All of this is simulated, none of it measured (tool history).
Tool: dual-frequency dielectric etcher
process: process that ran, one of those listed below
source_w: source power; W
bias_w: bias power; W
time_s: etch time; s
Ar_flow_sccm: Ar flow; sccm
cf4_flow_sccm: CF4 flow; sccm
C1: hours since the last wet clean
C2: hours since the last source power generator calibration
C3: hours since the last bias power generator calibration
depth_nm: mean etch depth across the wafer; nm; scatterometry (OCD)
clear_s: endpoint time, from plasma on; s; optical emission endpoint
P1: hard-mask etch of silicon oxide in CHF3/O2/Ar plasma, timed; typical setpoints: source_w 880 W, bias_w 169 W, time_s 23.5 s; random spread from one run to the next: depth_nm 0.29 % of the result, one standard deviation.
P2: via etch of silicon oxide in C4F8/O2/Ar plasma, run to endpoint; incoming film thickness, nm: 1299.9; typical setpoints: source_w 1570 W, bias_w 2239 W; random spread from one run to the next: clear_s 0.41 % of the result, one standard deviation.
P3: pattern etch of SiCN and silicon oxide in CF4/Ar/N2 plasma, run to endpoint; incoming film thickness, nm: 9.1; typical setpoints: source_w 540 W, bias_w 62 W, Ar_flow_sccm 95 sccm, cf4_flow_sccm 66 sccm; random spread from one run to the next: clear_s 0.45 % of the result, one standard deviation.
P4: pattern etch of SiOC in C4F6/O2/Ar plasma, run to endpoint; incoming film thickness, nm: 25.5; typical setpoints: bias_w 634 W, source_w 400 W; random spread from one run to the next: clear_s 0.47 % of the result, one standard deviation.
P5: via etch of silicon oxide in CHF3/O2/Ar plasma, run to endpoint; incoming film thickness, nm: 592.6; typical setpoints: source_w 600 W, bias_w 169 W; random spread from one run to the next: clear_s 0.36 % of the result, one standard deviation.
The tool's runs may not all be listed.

Run 1, day 0.229: process P1, source_w 880 W, bias_w 169 W, time_s 23.5 s; C1 236.2; C2 2910.3; C3 2759.4. Result: depth_nm 52.866 nm.
Run 2, day 0.388: process P2, source_w 1570 W, bias_w 1375 W; C1 240.0; C2 2914.1; C3 2763.2. Result: clear_s 307.6900 s.
Run 3, day 0.612: process P5, source_w 600 W, bias_w 169 W; C1 245.4; C2 2919.5; C3 2768.6. Result: clear_s 306.3900 s.
Run 4, day 0.833: process P4, source_w 400 W, bias_w 634 W; C1 250.7; C2 2924.8; C3 2773.9. Result: clear_s 7.8065 s.
Run 5, day 1.067: process P1, source_w 880 W, bias_w 230 W, time_s 23.5 s; C1 256.3; C2 2930.4; C3 2779.5. Result: depth_nm 58.734 nm.
Run 6, day 1.371: process P1, source_w 880 W, bias_w 169 W, time_s 30.0 s; C1 263.6; C2 2937.7; C3 2786.8. Result: depth_nm 67.515 nm.
Run 7, day 1.650: process P1, source_w 880 W, bias_w 169 W, time_s 14.0 s; C1 270.3; C2 2944.4; C3 2793.5. Result: depth_nm 31.484 nm.
Run 8, day 1.800: process P1, source_w 880 W, bias_w 169 W, time_s 23.5 s; C1 273.9; C2 2948.0; C3 2797.1. Result: depth_nm 52.966 nm.
Run 9, day 2.046: process P3, source_w 540 W, bias_w 87 W, Ar_flow_sccm 95 sccm, cf4_flow_sccm 66 sccm; C1 279.8; C2 2953.9; C3 2803.0. Result: clear_s 8.3278 s.
Run 10, day 2.362: process P1, source_w 530 W, bias_w 169 W, time_s 23.5 s; C1 287.4; C2 2961.5; C3 2810.6. Result: depth_nm 43.465 nm.
At day 2.446: bias power generator calibrated.
Run 11, day 2.500: process P4, source_w 400 W, bias_w 448 W; C1 290.7; C2 2964.8; C3 1.3. Result: clear_s 8.8568 s.
Run 12, day 2.725: process P2, source_w 2190 W, bias_w 2239 W; C1 296.1; C2 2970.2; C3 6.7. Result: clear_s 235.9500 s.
Run 13, day 2.975: process P1, source_w 1070 W, bias_w 169 W, time_s 23.5 s; C1 302.1; C2 2976.2; C3 12.7. Result: depth_nm 57.143 nm.
Run 14, day 3.258: process P1, source_w 880 W, bias_w 169 W, time_s 23.5 s; C1 308.9; C2 2983.0; C3 19.5. Result: depth_nm 52.914 nm.
Run 15, day 3.496: process P1, source_w 590 W, bias_w 217 W, time_s 23.5 s; C1 314.6; C2 2988.7; C3 25.2. Result: depth_nm 49.318 nm.
Run 16, day 3.671: process P5, source_w 600 W, bias_w 169 W; C1 318.8; C2 2992.9; C3 29.4. Result: clear_s 305.2700 s.
Run 17, day 3.825: process P3, source_w 770 W, bias_w 62 W, Ar_flow_sccm 95 sccm, cf4_flow_sccm 66 sccm; C1 322.5; C2 2996.6; C3 33.1. Result: clear_s 6.8617 s.
Run 18, day 4.033: process P3, source_w 540 W, bias_w 62 W, Ar_flow_sccm 95 sccm, cf4_flow_sccm 66 sccm; C1 327.5; C2 3001.6; C3 38.1. Result: clear_s 9.3830 s.
Run 19, day 4.329: process P5, source_w 840 W, bias_w 169 W; C1 334.6; C2 3008.7; C3 45.2. Result: clear_s 271.4300 s.
Run 20, day 4.492: process P2, source_w 1570 W, bias_w 2239 W; C1 338.5; C2 3012.6; C3 49.1. Result: clear_s 268.7100 s.
Run 21, day 4.754: process P3, source_w 540 W, bias_w 62 W, Ar_flow_sccm 95 sccm, cf4_flow_sccm 91 sccm; C1 344.8; C2 3018.9; C3 55.4. Result: clear_s 9.0052 s.
Run 22, day 4.988: process P1, source_w 880 W, bias_w 107 W, time_s 23.5 s; C1 350.4; C2 3024.5; C3 61.0. Result: depth_nm 45.923 nm.
Run 23, day 5.150: process P1, source_w 1080 W, bias_w 208 W, time_s 23.5 s; C1 354.3; C2 3028.4; C3 64.9. Result: depth_nm 61.443 nm.
Run 24, day 5.342: process P4, source_w 260 W, bias_w 634 W; C1 358.9; C2 3033.0; C3 69.5. Result: clear_s 9.0319 s.
Run 25, day 5.592: process P5, source_w 600 W, bias_w 226 W; C1 364.9; C2 3039.0; C3 75.5. Result: clear_s 275.5500 s.
Run 26, day 5.879: process P3, source_w 540 W, bias_w 62 W, Ar_flow_sccm 65 sccm, cf4_flow_sccm 66 sccm; C1 371.8; C2 3045.9; C3 82.4. Result: clear_s 8.9446 s.
Run 27, day 6.117: process P1, source_w 880 W, bias_w 169 W, time_s 23.5 s; C1 377.5; C2 3051.6; C3 88.1. Result: depth_nm 53.009 nm.
Run 28, day 6.271: process P1, source_w 880 W, bias_w 169 W, time_s 23.5 s; C1 381.2; C2 3055.3; C3 91.8. Result: depth_nm 53.016 nm.
Run 29, day 6.512: process P1, source_w 880 W, bias_w 169 W, time_s 23.5 s; C1 387.0; C2 3061.1; C3 97.6. Result: depth_nm 52.577 nm.
Run 30, day 6.796: process P1, source_w 880 W, bias_w 169 W, time_s 23.5 s; C1 393.8; C2 3067.9; C3 104.4. Result: depth_nm 52.371 nm.
Run 31, day 7.062: process P1, source_w 880 W, bias_w 169 W, time_s 23.5 s; C1 400.2; C2 3074.3; C3 110.8. Result: depth_nm 52.215 nm.
At day 7.246: wet clean of the chamber.
Run 32, day 7.354: process P1, source_w 880 W, bias_w 169 W, time_s 23.5 s; C1 2.7; C2 3081.3; C3 117.8. Result: depth_nm 52.201 nm.
Run 33, day 7.671: process P1, source_w 880 W, bias_w 169 W, time_s 23.5 s; C1 10.3; C2 3088.9; C3 125.4. Result: depth_nm 52.134 nm.
Run 34, day 7.879: process P1, source_w 880 W, bias_w 169 W, time_s 23.5 s; C1 15.3; C2 3093.9; C3 130.4. Result: depth_nm 52.017 nm.

P1 no longer gives what it gave before; its output has crept away from where it was. The following 2 causes, each at its listed size, fit the log equally well:
A: source power that arrives under what is set, % = 4.08
B: bias power that arrives under what is set, % = 4.9
Creep in the process output first set in at about day 6.271.
Each remaining cause and why it is not a fit:
chamber walls in a state that lowers the etch rate, %: serviced at day 7.246, after the drift had started, without restoring the earlier output

Of the 4 check runs below, each run on 3 wafers with the results averaged and each result still a question mark, which one would tell the listed causes apart?
Run check 1, day 8.088: process P5, source_w 830 W, bias_w 226 W. Result: clear_s ?.
Run check 2, day 8.088: process P3, source_w 710 W, bias_w 77 W, Ar_flow_sccm 95 sccm, cf4_flow_sccm 66 sccm. Result: clear_s ?.
Run check 3, day 8.088: process P4, source_w 340 W, bias_w 634 W. Result: clear_s ?.
Run check 4, day 8.088: process P2, source_w 2010 W, bias_w 2239 W. Result: clear_s ?.

Expected result of each check under each candidate cause:
  check   result      if A      if B
check 1  clear_s  248.9000  249.2400
check 2  clear_s    7.1531    7.0093
check 3  clear_s    8.3865    8.4225
check 4  clear_s  247.7300  247.2700
Per-check spread between the two closest causes, in the result where they differ most: check 1 0.14 %; check 2 2.03 %; check 3 0.43 %; check 4 0.19 %
The causes can be told apart only by check 2. The other checks would give nearly the same results under each of them.

Check 2 was then run and gave: clear_s 7.0160 s. Which cause is it?

B is the cause: bias power that arrives under what is set, %.
